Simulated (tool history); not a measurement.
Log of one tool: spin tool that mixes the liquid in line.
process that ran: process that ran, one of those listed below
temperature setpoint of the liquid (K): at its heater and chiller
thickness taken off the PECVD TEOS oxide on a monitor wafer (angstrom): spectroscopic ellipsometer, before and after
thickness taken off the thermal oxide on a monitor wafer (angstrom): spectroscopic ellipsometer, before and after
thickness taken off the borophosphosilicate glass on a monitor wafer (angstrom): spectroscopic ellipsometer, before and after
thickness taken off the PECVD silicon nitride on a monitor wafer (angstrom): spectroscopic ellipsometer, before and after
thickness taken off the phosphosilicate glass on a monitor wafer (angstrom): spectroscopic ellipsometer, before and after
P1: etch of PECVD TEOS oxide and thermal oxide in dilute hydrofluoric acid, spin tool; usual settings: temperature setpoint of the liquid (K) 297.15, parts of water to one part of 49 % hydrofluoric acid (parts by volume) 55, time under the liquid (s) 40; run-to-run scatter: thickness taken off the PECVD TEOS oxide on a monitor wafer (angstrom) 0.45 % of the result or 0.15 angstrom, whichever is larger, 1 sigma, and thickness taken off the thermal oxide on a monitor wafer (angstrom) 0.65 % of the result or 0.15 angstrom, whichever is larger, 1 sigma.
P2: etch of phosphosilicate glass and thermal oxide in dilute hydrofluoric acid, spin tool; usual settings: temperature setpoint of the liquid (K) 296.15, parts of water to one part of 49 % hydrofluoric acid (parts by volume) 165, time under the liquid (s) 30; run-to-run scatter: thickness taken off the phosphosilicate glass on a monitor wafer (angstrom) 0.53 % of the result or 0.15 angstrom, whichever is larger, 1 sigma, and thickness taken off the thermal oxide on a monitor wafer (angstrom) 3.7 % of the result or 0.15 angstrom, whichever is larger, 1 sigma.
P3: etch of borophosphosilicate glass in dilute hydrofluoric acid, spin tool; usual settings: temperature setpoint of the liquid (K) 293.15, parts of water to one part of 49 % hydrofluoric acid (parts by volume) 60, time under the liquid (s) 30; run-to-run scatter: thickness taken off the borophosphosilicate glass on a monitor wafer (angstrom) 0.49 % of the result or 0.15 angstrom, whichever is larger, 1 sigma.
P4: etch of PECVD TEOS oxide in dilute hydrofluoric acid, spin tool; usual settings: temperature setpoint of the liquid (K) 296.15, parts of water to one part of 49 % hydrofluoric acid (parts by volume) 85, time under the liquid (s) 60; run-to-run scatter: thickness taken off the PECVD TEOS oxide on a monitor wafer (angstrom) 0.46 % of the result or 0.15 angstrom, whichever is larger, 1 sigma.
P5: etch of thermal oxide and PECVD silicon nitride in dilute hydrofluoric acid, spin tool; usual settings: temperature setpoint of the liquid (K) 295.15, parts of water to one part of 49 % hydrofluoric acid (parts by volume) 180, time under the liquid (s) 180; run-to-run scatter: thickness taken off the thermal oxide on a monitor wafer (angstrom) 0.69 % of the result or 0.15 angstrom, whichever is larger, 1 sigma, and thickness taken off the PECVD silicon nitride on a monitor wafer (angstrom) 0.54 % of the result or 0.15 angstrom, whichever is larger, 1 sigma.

run,hour,process that ran,temperature setpoint of the liquid (K),parts of water to one part of 49 % hydrofluoric acid (parts by volume),time under the liquid (s),thickness taken off the PECVD TEOS oxide on a monitor wafer (angstrom),thickness taken off the thermal oxide on a monitor wafer (angstrom),thickness taken off the borophosphosilicate glass on a monitor wafer (angstrom),thickness taken off the PECVD silicon nitride on a monitor wafer (angstrom),thickness taken off the phosphosilicate glass on a monitor wafer (angstrom)
1,10.5,P1,297.15,55,40,107.48,36.61,,,
2,21.6,P3,299.65,60,30,,,225.04,,
3,32.5,P3,293.15,60,50,,,289.85,,
4,44.2,P4,296.15,85,60,73.159,,,,
5,58.5,P4,296.15,85,90,110.16,,,,
6,71.8,P5,295.15,30,180,,285.63,,235.92,
7,85.4,P1,297.15,55,40,108.56,36.08,,,
8,97.4,P1,297.15,55,65,175.73,58.616,,,
9,104.7,P2,296.15,165,15,,3.9201,,,121.67
10,115.8,P1,292.15,55,40,87.947,29.422,,,
11,127.1,P2,296.15,60,30,,22.847,,,761.25
12,136.6,P3,293.15,60,30,,,173.31,,
13,146.4,P1,297.15,55,40,107.81,36.709,,,
14,162,P2,290.15,165,30,,6.523,,,192.01
15,172.2,P1,297.15,80,40,71.413,23.859,,,
16,181.7,P1,297.15,20,75,581.61,196.1,,,
17,191,P1,297.15,55,15,40.505,13.611,,,
18,204.6,P5,290.15,180,180,,33.127,,29.232,
19,216.6,P2,296.15,165,30,,7.7219,,,244.6
20,228.3,P5,295.15,180,325,,73.108,,74.547,
21,240.8,P4,300.15,85,60,85.305,,,,
22,251.5,P4,296.15,85,60,72.802,,,,
23,264.2,P3,293.15,105,30,,,93.381,,
24,272.1,P1,297.15,55,40,108.45,36.426,,,
25,283.4,P1,297.15,55,40,107.29,36.19,,,
26,298.2,P5,295.15,180,180,,39.411,,41.688,
27,313.5,P4,296.15,120,60,48.939,,,,
28,328.2,P1,290.65,80,40,55.233,18.566,,,
29,341.6,P1,297.15,25,40,248.59,82.542,,,
30,354.6,P1,297.15,55,40,107.67,35.787,,,
31,361.9,P1,301.65,55,40,130.19,43.138,,,
32,374.6,P1,297.15,55,40,108.44,35.755,,,
33,386.4,P1,297.15,55,40,103.73,35.187,,,
34,398.5,P1,297.15,55,40,103.5,33.868,,,
35,414.3,P1,297.15,55,40,101.45,34.318,,,
36,423.4,P1,297.15,55,40,101.83,33.884,,,
37,433.5,P1,297.15,55,40,101,34.239,,,
38,445.5,P1,297.15,55,40,101.12,34.105,,,

What P1 gives has crept away from where it was. These 2 causes fit the log equally well, each at the size given:
A: liquid colder than its thermometer reads (K) = 1.61
B: hydrofluoric acid flow below the setpoint (%) = 5.98
The creep began at about hour 374.6.

4 check runs are offered, one wafer each, their results left as question marks. Which one tells the causes apart?
check 1,457.5,P2,291.15,165,15,,?,,,?
check 2,457.5,P3,293.15,85,45,,,?,,
check 3,457.5,P4,299.15,85,60,?,,,,
check 4,457.5,P5,295.15,35,180,,?,,?,

What each check would give under each cause:
check,result,if A,if B
check 1,thickness taken off the thermal oxide on a monitor wafer (angstrom),2.9547,2.9356
check 1,thickness taken off the phosphosilicate glass on a monitor wafer (angstrom),93.842,93.237
check 2,thickness taken off the borophosphosilicate glass on a monitor wafer (angstrom),166.27,166.17
check 3,thickness taken off the PECVD TEOS oxide on a monitor wafer (angstrom),76.968,76.586
check 4,thickness taken off the thermal oxide on a monitor wafer (angstrom),227.62,228.5
check 4,thickness taken off the PECVD silicon nitride on a monitor wafer (angstrom),183.46,193.2
How far apart the two closest causes lie, in the result that separates them most: check 1 0.65 %; check 2 0.06 %; check 3 0.5 %; check 4 5.18 %
Check 4 tells the causes apart: in the others they would give nearly the same result.

Then check 4 was run and gave: thickness taken off the thermal oxide on a monitor wafer (angstrom) 225.39; thickness taken off the PECVD silicon nitride on a monitor wafer (angstrom) 183.64. Which cause is it?

It is A: liquid colder than its thermometer reads (K).

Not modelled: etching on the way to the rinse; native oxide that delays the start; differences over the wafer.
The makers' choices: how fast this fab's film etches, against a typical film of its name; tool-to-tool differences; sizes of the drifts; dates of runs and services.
